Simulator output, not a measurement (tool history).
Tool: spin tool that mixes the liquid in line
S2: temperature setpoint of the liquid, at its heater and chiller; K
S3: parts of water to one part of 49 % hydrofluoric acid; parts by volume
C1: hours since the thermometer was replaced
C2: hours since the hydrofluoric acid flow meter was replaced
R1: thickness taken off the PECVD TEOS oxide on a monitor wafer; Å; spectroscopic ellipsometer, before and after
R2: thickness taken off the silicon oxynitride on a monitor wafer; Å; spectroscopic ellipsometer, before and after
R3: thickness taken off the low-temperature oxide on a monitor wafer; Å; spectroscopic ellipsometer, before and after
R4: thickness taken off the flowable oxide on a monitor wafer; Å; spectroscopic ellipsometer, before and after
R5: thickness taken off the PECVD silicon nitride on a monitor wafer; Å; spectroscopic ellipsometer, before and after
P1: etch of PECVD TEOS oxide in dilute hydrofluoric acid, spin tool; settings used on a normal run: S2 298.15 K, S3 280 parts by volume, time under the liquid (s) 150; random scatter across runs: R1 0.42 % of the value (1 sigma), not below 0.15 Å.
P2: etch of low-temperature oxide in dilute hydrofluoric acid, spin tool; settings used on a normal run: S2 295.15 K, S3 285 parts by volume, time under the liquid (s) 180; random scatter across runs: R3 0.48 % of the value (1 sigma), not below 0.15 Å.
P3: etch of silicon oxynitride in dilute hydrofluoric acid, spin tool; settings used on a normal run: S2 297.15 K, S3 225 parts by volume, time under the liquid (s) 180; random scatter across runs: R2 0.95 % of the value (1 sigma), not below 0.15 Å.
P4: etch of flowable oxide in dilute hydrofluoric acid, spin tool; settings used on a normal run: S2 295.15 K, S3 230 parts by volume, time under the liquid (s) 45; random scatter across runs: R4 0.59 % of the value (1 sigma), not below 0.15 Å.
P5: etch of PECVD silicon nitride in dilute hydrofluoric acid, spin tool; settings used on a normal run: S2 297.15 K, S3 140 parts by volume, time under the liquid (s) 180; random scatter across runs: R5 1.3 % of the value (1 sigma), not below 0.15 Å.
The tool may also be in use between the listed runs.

{"run": 1, "day": 0.496, "process that ran": "P1", "S2": 298.15, "S3": 280, "time under the liquid (s)": 150, "C1": 145.1, "C2": 452, "R1": 62.528}
{"run": 2, "day": 0.862, "process that ran": "P1", "S2": 291.65, "S3": 280, "time under the liquid (s)": 150, "C1": 153.9, "C2": 460.8, "R1": 49.306}
{"run": 3, "day": 1.488, "process that ran": "P1", "S2": 298.15, "S3": 280, "time under the liquid (s)": 150, "C1": 168.9, "C2": 475.8, "R1": 62.193}
{"run": 4, "day": 2.029, "process that ran": "P3", "S2": 292.15, "S3": 225, "time under the liquid (s)": 180, "C1": 181.9, "C2": 488.8, "R2": 22.462}
{"run": 5, "day": 2.346, "process that ran": "P2", "S2": 291.65, "S3": 285, "time under the liquid (s)": 180, "C1": 189.5, "C2": 496.4, "R3": 72.248}
{"run": 6, "day": 2.854, "process that ran": "P2", "S2": 295.15, "S3": 285, "time under the liquid (s)": 180, "C1": 201.7, "C2": 508.6, "R3": 82.167}
{"run": 7, "day": 3.358, "process that ran": "P1", "S2": 302.65, "S3": 70, "time under the liquid (s)": 150, "C1": 213.8, "C2": 520.7, "R1": 380.09}
{"run": 8, "day": 3.783, "process that ran": "P4", "S2": 295.15, "S3": 230, "time under the liquid (s)": 20, "C1": 224, "C2": 530.9, "R4": 24.405}
{"run": 9, "day": 4.358, "process that ran": "P5", "S2": 297.15, "S3": 140, "time under the liquid (s)": 180, "C1": 237.8, "C2": 544.7, "R5": 21.443}
{"run": 10, "day": 4.725, "process that ran": "P1", "S2": 305.15, "S3": 280, "time under the liquid (s)": 150, "C1": 246.6, "C2": 553.5, "R1": 78.357}
{"run": 11, "day": 5.246, "process that ran": "P3", "S2": 297.15, "S3": 380, "time under the liquid (s)": 180, "C1": 259.1, "C2": 566, "R2": 15.074}
{"run": 12, "day": 5.742, "process that ran": "P3", "S2": 297.15, "S3": 225, "time under the liquid (s)": 180, "C1": 271, "C2": 577.9, "R2": 27.752}
{"run": 13, "day": 6.162, "process that ran": "P5", "S2": 297.15, "S3": 140, "time under the liquid (s)": 30, "C1": 281.1, "C2": 588, "R5": 3.5271}
{"run": 14, "day": 6.717, "process that ran": "P2", "S2": 295.15, "S3": 285, "time under the liquid (s)": 270, "C1": 294.4, "C2": 601.3, "R3": 122.65}
{"run": 15, "day": 7.079, "process that ran": "P3", "S2": 297.15, "S3": 225, "time under the liquid (s)": 15, "C1": 303.1, "C2": 610, "R2": 2.1371}
{"run": 16, "day": 7.575, "process that ran": "P4", "S2": 295.15, "S3": 95, "time under the liquid (s)": 45, "C1": 315, "C2": 621.9, "R4": 152.55}
{"day": 7.8, "done": "thermometer replaced"}
{"run": 17, "day": 7.979, "process that ran": "P4", "S2": 303.15, "S3": 230, "time under the liquid (s)": 45, "C1": 4.3, "C2": 631.6, "R4": 73.1}
{"run": 18, "day": 8.617, "process that ran": "P1", "S2": 298.15, "S3": 280, "time under the liquid (s)": 75, "C1": 19.6, "C2": 646.9, "R1": 31.361}
{"run": 19, "day": 9.025, "process that ran": "P2", "S2": 295.15, "S3": 485, "time under the liquid (s)": 180, "C1": 29.4, "C2": 656.7, "R3": 40.113}
{"run": 20, "day": 9.512, "process that ran": "P1", "S2": 298.15, "S3": 135, "time under the liquid (s)": 150, "C1": 41.1, "C2": 668.4, "R1": 151.96}
{"run": 21, "day": 9.892, "process that ran": "P1", "S2": 298.15, "S3": 395, "time under the liquid (s)": 150, "C1": 50.2, "C2": 677.5, "R1": 39.69}
{"run": 22, "day": 10.429, "process that ran": "P4", "S2": 295.15, "S3": 230, "time under the liquid (s)": 45, "C1": 63.1, "C2": 690.4, "R4": 54.246}
{"run": 23, "day": 10.908, "process that ran": "P1", "S2": 298.15, "S3": 280, "time under the liquid (s)": 150, "C1": 74.6, "C2": 701.9, "R1": 62.199}
{"run": 24, "day": 11.338, "process that ran": "P1", "S2": 298.15, "S3": 280, "time under the liquid (s)": 150, "C1": 84.9, "C2": 712.2, "R1": 62.644}
{"run": 25, "day": 11.754, "process that ran": "P5", "S2": 297.15, "S3": 55, "time under the liquid (s)": 180, "C1": 94.9, "C2": 722.2, "R5": 54.986}
{"run": 26, "day": 12.142, "process that ran": "P5", "S2": 303.15, "S3": 140, "time under the liquid (s)": 180, "C1": 104.2, "C2": 731.5, "R5": 31.592}
{"run": 27, "day": 12.45, "process that ran": "P1", "S2": 298.15, "S3": 280, "time under the liquid (s)": 280, "C1": 111.6, "C2": 738.9, "R1": 116.29}
{"run": 28, "day": 12.779, "process that ran": "P1", "S2": 298.15, "S3": 280, "time under the liquid (s)": 150, "C1": 119.5, "C2": 746.8, "R1": 62.888}
{"run": 29, "day": 13.242, "process that ran": "P1", "S2": 298.15, "S3": 280, "time under the liquid (s)": 150, "C1": 130.6, "C2": 757.9, "R1": 63.951}
{"run": 30, "day": 13.688, "process that ran": "P1", "S2": 298.15, "S3": 280, "time under the liquid (s)": 150, "C1": 141.3, "C2": 768.6, "R1": 64.698}
{"run": 31, "day": 14.192, "process that ran": "P1", "S2": 298.15, "S3": 280, "time under the liquid (s)": 150, "C1": 153.4, "C2": 780.7, "R1": 65.493}
{"run": 32, "day": 14.633, "process that ran": "P1", "S2": 298.15, "S3": 280, "time under the liquid (s)": 150, "C1": 164, "C2": 791.3, "R1": 65.189}
{"run": 33, "day": 14.971, "process that ran": "P1", "S2": 298.15, "S3": 280, "time under the liquid (s)": 150, "C1": 172.1, "C2": 799.4, "R1": 65.983}

Run 34, settings as shown, results not yet in. Your forecast:
{"run": 34, "day": 15.471, "process that ran": "P1", "S2": 298.15, "S3": 280, "time under the liquid (s)": 150, "C1": 184.1, "C2": 811.4, "R1": "?"}

R1: 66.218 Å
